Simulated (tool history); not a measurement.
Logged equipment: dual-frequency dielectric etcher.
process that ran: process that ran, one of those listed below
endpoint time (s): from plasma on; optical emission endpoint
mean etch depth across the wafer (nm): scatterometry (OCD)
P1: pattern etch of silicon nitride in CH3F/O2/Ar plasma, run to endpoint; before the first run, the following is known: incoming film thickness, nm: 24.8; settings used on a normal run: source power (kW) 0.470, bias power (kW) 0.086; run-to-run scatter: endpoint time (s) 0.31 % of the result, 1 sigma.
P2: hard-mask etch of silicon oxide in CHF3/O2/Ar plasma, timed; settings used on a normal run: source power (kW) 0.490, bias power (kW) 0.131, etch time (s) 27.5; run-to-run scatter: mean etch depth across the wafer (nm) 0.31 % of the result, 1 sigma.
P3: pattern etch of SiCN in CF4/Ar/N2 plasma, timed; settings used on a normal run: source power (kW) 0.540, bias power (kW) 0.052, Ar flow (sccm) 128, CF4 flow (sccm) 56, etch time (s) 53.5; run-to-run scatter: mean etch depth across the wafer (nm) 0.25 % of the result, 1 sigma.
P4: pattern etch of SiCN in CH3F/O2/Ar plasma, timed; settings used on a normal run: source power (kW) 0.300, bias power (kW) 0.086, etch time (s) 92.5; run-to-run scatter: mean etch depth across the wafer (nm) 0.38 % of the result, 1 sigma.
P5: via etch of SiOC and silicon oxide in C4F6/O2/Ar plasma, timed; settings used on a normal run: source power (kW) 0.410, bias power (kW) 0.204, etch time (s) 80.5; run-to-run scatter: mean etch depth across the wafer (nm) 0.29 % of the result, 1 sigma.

run,hour,process that ran,source power (kW),bias power (kW),etch time (s),Ar flow (sccm),CF4 flow (sccm),endpoint time (s),mean etch depth across the wafer (nm)
1,8.1,P1,0.470,0.086,,,,32.092,
2,14.4,P4,0.300,0.062,92.5,,,,29.873
3,21.3,P5,0.410,0.204,80.5,,,,92.685
4,29.9,P1,0.470,0.086,,,,32.137,
5,39.2,P1,0.360,0.086,,,,35.415,
6,50.7,P5,0.410,0.204,44.5,,,,51.162
7,61.3,P1,0.470,0.086,,,,32.083,
8,66.8,P5,0.410,0.204,80.5,,,,93.036
9,74.3,P2,0.490,0.131,27.5,,,,45.392
10,81.2,P1,0.470,0.086,,,,32.104,
11,88.7,P2,0.490,0.131,15.0,,,,24.696
12,96.8,P3,0.540,0.052,53.5,128,56,,45.808
13,106.7,P5,0.410,0.274,80.5,,,,102.670
# hour 107.1: bias power generator calibrated
14,114.6,P2,0.490,0.166,27.5,,,,48.916
15,121.7,P2,0.300,0.131,27.5,,,,37.395
16,127.9,P3,0.540,0.065,53.5,128,56,,49.656
17,136.0,P3,0.540,0.052,53.5,128,67,,47.524
18,141.7,P1,0.470,0.121,,,,28.489,
19,148.2,P4,0.300,0.086,92.5,,,,33.619
20,158.9,P3,0.540,0.052,73.5,128,56,,63.310
21,166.0,P4,0.210,0.086,92.5,,,,29.671
22,177.7,P5,0.520,0.204,80.5,,,,102.260
23,186.5,P3,0.540,0.052,53.5,96,56,,48.557
24,194.8,P4,0.300,0.086,120.5,,,,43.883
25,200.1,P3,0.390,0.052,53.5,128,56,,34.520
26,205.3,P3,0.540,0.052,53.5,128,56,,46.040
27,210.7,P1,0.570,0.086,,,,29.867,
28,221.9,P1,0.470,0.055,,,,37.226,
29,230.2,P1,0.650,0.055,,,,32.654,
30,240.1,P1,0.470,0.086,,,,32.210,
31,251.8,P2,0.490,0.131,27.5,,,,45.216
32,259.1,P1,0.470,0.086,,,,32.213,
33,268.4,P1,0.470,0.086,,,,31.977,
34,273.7,P1,0.470,0.086,,,,31.906,
35,280.4,P1,0.470,0.086,,,,31.782,
36,290.2,P1,0.470,0.086,,,,31.677,
# hour 294.1: wet clean of the chamber
37,299.0,P1,0.470,0.086,,,,31.639,
38,308.5,P1,0.470,0.086,,,,31.588,
39,314.0,P1,0.470,0.086,,,,31.668,
40,321.5,P1,0.470,0.086,,,,31.640,
41,329.6,P1,0.470,0.086,,,,31.654,

P1 no longer gives what it gave before; its output has crept away from where it was. The following 2 causes, each at its listed size, fit the log equally well:
A: source power that arrives over what is set, % = 4.15
B: bias power that arrives over what is set, % = 4.43
At approximately hour 259.1, the process output began to creep.
What rules out each remaining cause:
chamber walls in a state that raises the etch rate, %: serviced after onset, at hour 294.1, with no recovery of the prior output

Question marks stand in for the results of the 4 check runs listed below, each run on one wafer. Under which run would the listed causes show clearly different results?
check 1,337.7,P3,0.540,0.052,69.5,102,56,,?
check 2,337.7,P4,0.300,0.071,111.0,,,,?
check 3,337.7,P5,0.410,0.245,62.5,,,,?
check 4,337.7,P2,0.320,0.131,16.5,,,,?

What each check would give under each cause:
check,result,if A,if B
check 1,mean etch depth across the wafer (nm),64.578,63.204
check 2,mean etch depth across the wafer (nm),38.267,38.285
check 3,mean etch depth across the wafer (nm),77.846,77.797
check 4,mean etch depth across the wafer (nm),23.438,23.408
Per check, the gap between the least separated pair of causes, taken in the result that splits them most: check 1 2.15 %; check 2 0.05 %; check 3 0.06 %; check 4 0.13 %
Only in check 1 would the causes give clearly different results; in the remaining checks their results would be nearly the same.

Check 1 has now been run. It gave: mean etch depth across the wafer (nm) 63.195. Which of the candidate causes is it?

B is the cause: bias power that arrives over what is set, %.

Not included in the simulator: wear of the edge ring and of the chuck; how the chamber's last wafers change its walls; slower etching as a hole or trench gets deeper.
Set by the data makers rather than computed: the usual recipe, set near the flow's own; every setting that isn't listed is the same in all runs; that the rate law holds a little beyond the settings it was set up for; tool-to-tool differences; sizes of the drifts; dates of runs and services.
